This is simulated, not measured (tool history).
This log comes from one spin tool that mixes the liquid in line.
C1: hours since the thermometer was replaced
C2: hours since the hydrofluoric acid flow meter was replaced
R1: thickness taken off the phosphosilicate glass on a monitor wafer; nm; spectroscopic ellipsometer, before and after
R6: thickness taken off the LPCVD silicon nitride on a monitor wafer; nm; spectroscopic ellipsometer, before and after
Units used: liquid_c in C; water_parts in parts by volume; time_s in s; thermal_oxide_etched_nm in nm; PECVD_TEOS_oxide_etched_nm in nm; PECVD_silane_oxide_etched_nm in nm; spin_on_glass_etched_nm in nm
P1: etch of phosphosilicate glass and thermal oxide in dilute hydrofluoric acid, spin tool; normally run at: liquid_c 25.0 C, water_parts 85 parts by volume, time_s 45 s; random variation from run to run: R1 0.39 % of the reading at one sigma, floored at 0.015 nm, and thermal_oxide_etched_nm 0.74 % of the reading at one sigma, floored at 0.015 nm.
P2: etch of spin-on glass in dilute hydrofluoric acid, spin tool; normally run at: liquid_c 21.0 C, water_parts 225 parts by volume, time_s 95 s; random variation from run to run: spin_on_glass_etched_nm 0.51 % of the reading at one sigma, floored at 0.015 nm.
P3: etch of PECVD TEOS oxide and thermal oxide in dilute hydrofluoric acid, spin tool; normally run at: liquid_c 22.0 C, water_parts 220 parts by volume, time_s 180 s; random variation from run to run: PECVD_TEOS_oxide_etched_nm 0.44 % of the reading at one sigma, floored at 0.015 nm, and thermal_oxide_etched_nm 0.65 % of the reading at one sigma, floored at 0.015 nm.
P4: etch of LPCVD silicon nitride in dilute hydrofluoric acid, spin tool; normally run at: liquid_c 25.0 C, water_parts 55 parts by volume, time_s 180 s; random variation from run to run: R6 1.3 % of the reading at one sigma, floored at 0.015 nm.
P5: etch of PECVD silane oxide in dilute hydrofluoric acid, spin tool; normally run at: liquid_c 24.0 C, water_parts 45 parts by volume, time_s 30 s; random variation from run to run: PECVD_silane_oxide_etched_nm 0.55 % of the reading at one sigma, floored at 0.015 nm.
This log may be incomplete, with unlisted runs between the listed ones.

Run 1, day 0.396: process P1, liquid_c 25.0 C, water_parts 85 parts by volume, time_s 45 s; C1 1867.5; C2 369.6. Result: R1 57.486 nm, thermal_oxide_etched_nm 2.64660 nm.
Run 2, day 0.667: process P3, liquid_c 26.0 C, water_parts 220 parts by volume, time_s 180 s; C1 1874.0; C2 376.1. Result: thermal_oxide_etched_nm 3.94460 nm, PECVD_TEOS_oxide_etched_nm 8.2605 nm.
Run 3, day 0.900: process P5, liquid_c 32.0 C, water_parts 45 parts by volume, time_s 30 s; C1 1879.6; C2 381.7. Result: PECVD_silane_oxide_etched_nm 25.3300 nm.
Run 4, day 1.150: process P1, liquid_c 18.5 C, water_parts 135 parts by volume, time_s 45 s; C1 1885.6; C2 387.7. Result: R1 26.264 nm, thermal_oxide_etched_nm 1.20920 nm.
Run 5, day 1.621: process P2, liquid_c 21.0 C, water_parts 225 parts by volume, time_s 135 s; C1 1896.9; C2 399.0. Result: spin_on_glass_etched_nm 20.207 nm.
Run 6, day 2.075: process P5, liquid_c 24.0 C, water_parts 70 parts by volume, time_s 30 s; C1 1907.8; C2 409.9. Result: PECVD_silane_oxide_etched_nm 11.3510 nm.
Run 7, day 2.396: process P2, liquid_c 21.0 C, water_parts 225 parts by volume, time_s 95 s; C1 1915.5; C2 417.6. Result: spin_on_glass_etched_nm 14.437 nm.
Run 8, day 2.642: process P4, liquid_c 25.0 C, water_parts 55 parts by volume, time_s 180 s; C1 1921.4; C2 423.5. Result: R6 2.0097 nm.
Run 9, day 2.950: process P1, liquid_c 20.0 C, water_parts 85 parts by volume, time_s 45 s; C1 1928.8; C2 430.9. Result: R1 46.753 nm, thermal_oxide_etched_nm 2.16680 nm.
Run 10, day 3.175: process P1, liquid_c 25.0 C, water_parts 85 parts by volume, time_s 45 s; C1 1934.2; C2 436.3. Result: R1 57.575 nm, thermal_oxide_etched_nm 2.60390 nm.
Run 11, day 3.517: process P5, liquid_c 24.0 C, water_parts 45 parts by volume, time_s 15 s; C1 1942.4; C2 444.5. Result: PECVD_silane_oxide_etched_nm 9.1716 nm.
Run 12, day 3.733: process P1, liquid_c 25.0 C, water_parts 85 parts by volume, time_s 45 s; C1 1947.6; C2 449.7. Result: R1 57.243 nm, thermal_oxide_etched_nm 2.60290 nm.
Run 13, day 4.021: process P1, liquid_c 25.0 C, water_parts 85 parts by volume, time_s 45 s; C1 1954.5; C2 456.6. Result: R1 57.312 nm, thermal_oxide_etched_nm 2.64380 nm.
Run 14, day 4.379: process P3, liquid_c 22.0 C, water_parts 35 parts by volume, time_s 180 s; C1 1963.1; C2 465.2. Result: thermal_oxide_etched_nm 26.19500 nm, PECVD_TEOS_oxide_etched_nm 55.4320 nm.
Run 15, day 4.650: process P3, liquid_c 22.0 C, water_parts 220 parts by volume, time_s 330 s; C1 1969.6; C2 471.7. Result: thermal_oxide_etched_nm 6.08410 nm, PECVD_TEOS_oxide_etched_nm 13.1470 nm.
Run 16, day 5.008: process P1, liquid_c 25.0 C, water_parts 140 parts by volume, time_s 45 s; C1 1978.2; C2 480.3. Result: R1 32.460 nm, thermal_oxide_etched_nm 1.47930 nm.
Run 17, day 5.421: process P4, liquid_c 25.0 C, water_parts 20 parts by volume, time_s 180 s; C1 1988.1; C2 490.2. Result: R6 5.2193 nm.
Run 18, day 5.679: process P5, liquid_c 24.0 C, water_parts 45 parts by volume, time_s 30 s; C1 1994.3; C2 496.4. Result: PECVD_silane_oxide_etched_nm 18.4790 nm.
Run 19, day 6.021: process P4, liquid_c 29.0 C, water_parts 55 parts by volume, time_s 180 s; C1 2002.5; C2 504.6. Result: R6 2.5492 nm.
Run 20, day 6.338: process P1, liquid_c 25.0 C, water_parts 50 parts by volume, time_s 45 s; C1 2010.1; C2 512.2. Result: R1 102.270 nm, thermal_oxide_etched_nm 4.69900 nm.
Run 21, day 6.788: process P1, liquid_c 25.0 C, water_parts 85 parts by volume, time_s 80 s; C1 2020.9; C2 523.0. Result: R1 102.560 nm, thermal_oxide_etched_nm 4.77120 nm.
Run 22, day 7.050: process P1, liquid_c 25.0 C, water_parts 140 parts by volume, time_s 20 s; C1 2027.2; C2 529.3. Result: R1 14.436 nm, thermal_oxide_etched_nm 0.67487 nm.
Run 23, day 7.267: process P1, liquid_c 25.0 C, water_parts 85 parts by volume, time_s 45 s; C1 2032.4; C2 534.5. Result: R1 56.891 nm, thermal_oxide_etched_nm 2.66330 nm.
Run 24, day 7.575: process P2, liquid_c 21.0 C, water_parts 75 parts by volume, time_s 95 s; C1 2039.8; C2 541.9. Result: spin_on_glass_etched_nm 50.161 nm.
Run 25, day 7.875: process P1, liquid_c 25.0 C, water_parts 85 parts by volume, time_s 25 s; C1 2047.0; C2 549.1. Result: R1 31.892 nm, thermal_oxide_etched_nm 1.44760 nm.
Run 26, day 8.112: process P2, liquid_c 17.0 C, water_parts 225 parts by volume, time_s 95 s; C1 2052.7; C2 554.8. Result: spin_on_glass_etched_nm 12.367 nm.
Run 27, day 8.538: process P1, liquid_c 33.5 C, water_parts 85 parts by volume, time_s 45 s; C1 2062.9; C2 565.0. Result: R1 79.057 nm, thermal_oxide_etched_nm 3.62180 nm.
Run 28, day 8.792: process P3, liquid_c 22.0 C, water_parts 220 parts by volume, time_s 180 s; C1 2069.0; C2 571.1. Result: thermal_oxide_etched_nm 3.32000 nm, PECVD_TEOS_oxide_etched_nm 7.2038 nm.
Run 29, day 9.183: process P1, liquid_c 25.0 C, water_parts 85 parts by volume, time_s 45 s; C1 2078.4; C2 580.5. Result: R1 57.552 nm, thermal_oxide_etched_nm 2.63970 nm.
Run 30, day 9.654: process P4, liquid_c 25.0 C, water_parts 55 parts by volume, time_s 330 s; C1 2089.7; C2 591.8. Result: R6 3.6250 nm.
Run 31, day 9.917: process P1, liquid_c 25.0 C, water_parts 85 parts by volume, time_s 45 s; C1 2096.0; C2 598.1. Result: R1 57.402 nm, thermal_oxide_etched_nm 2.65690 nm.
Run 32, day 10.333: process P1, liquid_c 25.0 C, water_parts 85 parts by volume, time_s 45 s; C1 2106.0; C2 608.1. Result: R1 58.323 nm, thermal_oxide_etched_nm 2.70860 nm.
Run 33, day 10.662: process P1, liquid_c 25.0 C, water_parts 85 parts by volume, time_s 45 s; C1 2113.9; C2 616.0. Result: R1 59.335 nm, thermal_oxide_etched_nm 2.74140 nm.
Run 34, day 11.071: process P1, liquid_c 25.0 C, water_parts 85 parts by volume, time_s 45 s; C1 2123.7; C2 625.8. Result: R1 59.787 nm, thermal_oxide_etched_nm 2.80430 nm.
Run 35, day 11.517: process P1, liquid_c 25.0 C, water_parts 85 parts by volume, time_s 45 s; C1 2134.4; C2 636.5. Result: R1 60.320 nm, thermal_oxide_etched_nm 2.75630 nm.
Run 36, day 12.008: process P1, liquid_c 25.0 C, water_parts 85 parts by volume, time_s 45 s; C1 2146.2; C2 648.3. Result: R1 60.397 nm, thermal_oxide_etched_nm 2.82030 nm.
Run 37, day 12.325: process P1, liquid_c 25.0 C, water_parts 85 parts by volume, time_s 45 s; C1 2153.8; C2 655.9. Result: R1 60.491 nm, thermal_oxide_etched_nm 2.82430 nm.
Run 38, day 12.729: process P1, liquid_c 25.0 C, water_parts 85 parts by volume, time_s 45 s; C1 2163.5; C2 665.6. Result: R1 61.332 nm, thermal_oxide_etched_nm 2.78640 nm.
Run 39, day 12.975: process P1, liquid_c 25.0 C, water_parts 85 parts by volume, time_s 45 s; C1 2169.4; C2 671.5. Result: R1 60.907 nm, thermal_oxide_etched_nm 2.82030 nm.
Run 40, day 13.400: process P1, liquid_c 25.0 C, water_parts 85 parts by volume, time_s 45 s; C1 2179.6; C2 681.7. Result: R1 61.083 nm, thermal_oxide_etched_nm 2.77700 nm.
Run 41, day 13.792: process P1, liquid_c 25.0 C, water_parts 85 parts by volume, time_s 45 s; C1 2189.0; C2 691.1. Result: R1 61.042 nm, thermal_oxide_etched_nm 2.81210 nm.
Run 42, day 14.138: process P1, liquid_c 25.0 C, water_parts 85 parts by volume, time_s 45 s; C1 2197.3; C2 699.4. Result: R1 61.259 nm, thermal_oxide_etched_nm 2.79380 nm.

The log shows P1 creeping away from where it was. Any of the 2 causes listed here, at the size stated for it, fits the log just as well as the others:
A: hydrofluoric acid flow above the setpoint (%) = 5.91
B: liquid hotter than its thermometer reads (K) = 1.62
The creep began at about day 9.917.

Which of the check runs below tells the causes apart, meaning the causes would give it clearly different results? Each run uses 5 wafers whose results are averaged, and each result is shown as a question mark.
Run check 1, day 14.483: process P5, liquid_c 31.0 C, water_parts 65 parts by volume, time_s 30 s. Result: PECVD_silane_oxide_etched_nm ?.
Run check 2, day 14.483: process P2, liquid_c 21.0 C, water_parts 110 parts by volume, time_s 95 s. Result: spin_on_glass_etched_nm ?.
Run check 3, day 14.483: process P3, liquid_c 26.0 C, water_parts 55 parts by volume, time_s 180 s. Result: thermal_oxide_etched_nm ?, PECVD_TEOS_oxide_etched_nm ?.
Run check 4, day 14.483: process P4, liquid_c 25.0 C, water_parts 55 parts by volume, time_s 325 s. Result: R6 ?.

How each check would come out, cause by cause:
  check                        result      if A      if B
check 1  PECVD_silane_oxide_etched_nm   17.4060   17.3830
check 2       spin_on_glass_etched_nm    35.227    35.249
check 3       thermal_oxide_etched_nm  20.26500  20.33100
check 3    PECVD_TEOS_oxide_etched_nm   43.1470   43.2870
check 4                            R6    3.7411    3.9374
Per check, the gap between the least separated pair of causes, taken in the result that splits them most: check 1 0.13 %; check 2 0.06 %; check 3 0.32 %; check 4 5.11 %
Check 4 tells the causes apart: in the others they would give nearly the same result.

Then check 4 was run and gave: R6 3.7301 nm. Which cause is it?

It was cause A: hydrofluoric acid flow above the setpoint (%).
